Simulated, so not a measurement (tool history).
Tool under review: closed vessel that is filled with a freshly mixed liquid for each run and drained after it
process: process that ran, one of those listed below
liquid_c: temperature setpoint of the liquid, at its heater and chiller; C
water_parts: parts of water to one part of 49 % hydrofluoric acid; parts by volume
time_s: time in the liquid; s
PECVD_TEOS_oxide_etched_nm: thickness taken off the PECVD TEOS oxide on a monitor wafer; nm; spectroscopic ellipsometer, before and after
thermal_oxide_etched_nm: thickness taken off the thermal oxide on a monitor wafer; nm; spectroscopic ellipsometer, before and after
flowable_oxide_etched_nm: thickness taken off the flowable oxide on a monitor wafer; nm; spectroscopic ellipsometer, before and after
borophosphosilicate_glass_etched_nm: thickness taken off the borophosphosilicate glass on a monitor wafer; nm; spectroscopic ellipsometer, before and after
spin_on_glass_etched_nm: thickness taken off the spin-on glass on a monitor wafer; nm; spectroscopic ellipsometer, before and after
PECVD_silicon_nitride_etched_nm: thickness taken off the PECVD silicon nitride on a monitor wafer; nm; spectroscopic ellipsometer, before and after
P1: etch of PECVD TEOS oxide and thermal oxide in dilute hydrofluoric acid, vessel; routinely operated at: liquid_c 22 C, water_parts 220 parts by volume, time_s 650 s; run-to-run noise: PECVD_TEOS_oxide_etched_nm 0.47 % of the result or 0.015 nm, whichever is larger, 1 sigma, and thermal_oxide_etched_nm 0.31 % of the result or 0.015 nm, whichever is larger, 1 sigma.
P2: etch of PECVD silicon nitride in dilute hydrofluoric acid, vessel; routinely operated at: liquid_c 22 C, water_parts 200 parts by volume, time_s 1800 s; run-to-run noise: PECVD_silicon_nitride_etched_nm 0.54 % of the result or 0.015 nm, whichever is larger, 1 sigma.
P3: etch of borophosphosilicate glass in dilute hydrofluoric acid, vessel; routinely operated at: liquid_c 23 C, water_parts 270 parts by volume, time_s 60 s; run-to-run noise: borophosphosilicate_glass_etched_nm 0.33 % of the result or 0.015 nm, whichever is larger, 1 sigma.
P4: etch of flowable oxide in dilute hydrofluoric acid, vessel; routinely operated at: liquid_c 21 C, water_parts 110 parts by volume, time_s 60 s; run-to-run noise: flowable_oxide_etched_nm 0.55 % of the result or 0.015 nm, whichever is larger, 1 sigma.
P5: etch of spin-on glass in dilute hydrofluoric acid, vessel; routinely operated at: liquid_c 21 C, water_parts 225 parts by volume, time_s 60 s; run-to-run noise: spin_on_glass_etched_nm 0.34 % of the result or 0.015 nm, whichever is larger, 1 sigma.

run,hour,process,liquid_c,water_parts,time_s,hours since the thermometer was replaced,hours since the hydrofluoric acid flow meter was replaced,PECVD_TEOS_oxide_etched_nm,thermal_oxide_etched_nm,flowable_oxide_etched_nm,borophosphosilicate_glass_etched_nm,spin_on_glass_etched_nm,PECVD_silicon_nitride_etched_nm
1,12.4,P1,22,220,650,430.2,1581.2,47.684,11.869,,,,
2,23.1,P1,22,220,190,440.9,1591.9,14.122,3.4887,,,,
3,31.2,P4,21,110,60,449,1600,,,23.883,,,
4,41.7,P1,22,220,1200,459.5,1610.5,88.07,22.099,,,,
5,50.9,P4,21,50,60,468.7,1619.7,,,56.329,,,
6,62.3,P1,22,115,650,480.1,1631.1,102.08,25.398,,,,
7,73.7,P3,23,440,60,491.5,1642.5,,,,4.6943,,
8,82.3,P1,22,350,155,500.1,1651.1,6.3779,1.5885,,,,
9,92.9,P1,22,220,650,510.7,1661.7,48.304,11.963,,,,
10,104.7,P3,29.5,270,60,522.5,1673.5,,,,11.075,,
11,114.8,P5,21,225,30,532.6,1683.6,,,,,3.5682,
12,123.9,P2,17,200,1800,541.7,1692.7,,,,,,12.765
13,135.2,P4,17,110,60,553,1704,,,20.33,,,
14,145.5,P1,26.5,220,650,563.3,1714.3,56.781,14.081,,,,
15,152.4,P3,23,270,60,570.2,1721.2,,,,8.9466,,
16,163.4,P1,17,220,260,581.2,1732.2,15.867,3.9306,,,,
17,170.6,P5,21,310,60,588.4,1739.4,,,,,4.7777,
18,180.3,P2,22,200,1800,598.1,1749.1,,,,,,17.678
19,187.3,P5,21,225,60,605.1,1756.1,,,,,7.0977,
20,198,P2,22,200,895,615.8,1766.8,,,,,,8.7638
21,205.2,P5,21,225,60,623,1774,,,,,7.1569,
22,213.7,P1,22,220,650,631.5,1782.5,48.39,11.891,,,,
23,219.6,P1,22,220,650,637.4,1788.4,47.97,11.927,,,,
24,228.9,P1,22,220,650,646.7,1797.7,48.139,11.945,,,,
25,239.1,P1,22,405,650,656.9,1807.9,22.014,5.441,,,,
26,249,P2,22,55,1800,666.8,1817.8,,,,,,63.409
27,257.6,P4,21,110,30,675.4,1826.4,,,12.001,,,
28,265,P3,23,270,85,682.8,1833.8,,,,12.594,,
29,276.5,P1,17,220,650,694.3,1845.3,39.307,9.9056,,,,
30,282.5,P1,22,220,650,700.3,1851.3,47.551,11.914,,,,
31,289.1,P1,17.5,310,650,706.9,1857.9,26.576,6.5672,,,,
32,299.3,P5,17,225,60,717.1,1868.1,,,,,6.1242,
33,311.7,P1,22,220,650,729.5,1880.5,48.431,11.939,,,,
34,319.3,P1,22,220,650,737.1,1888.1,47.574,11.692,,,,
35,328.5,P1,22,220,650,746.3,1897.3,46.646,11.486,,,,
36,341.8,P1,22,220,650,759.6,1910.6,45.913,11.419,,,,
37,353.4,P1,22,220,650,771.2,1922.2,45.907,11.375,,,,
38,364.8,P1,22,220,650,782.6,1933.6,45.475,11.305,,,,
39,371,P1,22,220,650,788.8,1939.8,45.755,11.197,,,,
40,383.8,P1,22,220,650,801.6,1952.6,45.414,11.255,,,,
41,390.9,P1,22,220,650,808.7,1959.7,45.17,11.232,,,,
42,398.7,P1,22,220,650,816.5,1967.5,45.371,11.231,,,,
43,409.7,P1,22,220,650,827.5,1978.5,45.072,11.166,,,,

What P1 gives has crept away from where it was. These 2 causes fit the log equally well, each at the size given:
A: liquid colder than its thermometer reads (K) = 1.6
B: hydrofluoric acid flow below the setpoint (%) = 4.78
The gradual shift began around hour 311.7.

Listed below are the offered check runs, one wafer per run, with question marks in place of results. For which of them would the causes give clearly different outcomes?
check 1,420.7,P2,22,200,1800,,,,,,,,?
check 2,420.7,P3,23,270,60,,,,,,?,,
check 3,420.7,P5,21,225,60,,,,,,,?,
check 4,420.7,P4,21,110,60,,,,,?,,,

What every check run would give for each of its results, assuming each possible cause in turn:
check,result,if A,if B
check 1,PECVD_silicon_nitride_etched_nm,15.976,16.893
check 2,borophosphosilicate_glass_etched_nm,8.4075,8.3712
check 3,spin_on_glass_etched_nm,6.7041,6.7096
check 4,flowable_oxide_etched_nm,22.414,22.64
Separation of the two closest causes in each check, using whichever result separates them best: check 1 5.58 %; check 2 0.43 %; check 3 0.08 %; check 4 1 %
Only check 1 tells the causes apart: in the others they would give nearly the same result.

The results of check 1 are: PECVD_silicon_nitride_etched_nm 15.935 nm. Based on these, which of the listed causes is it?

A is the cause: liquid colder than its thermometer reads (K).
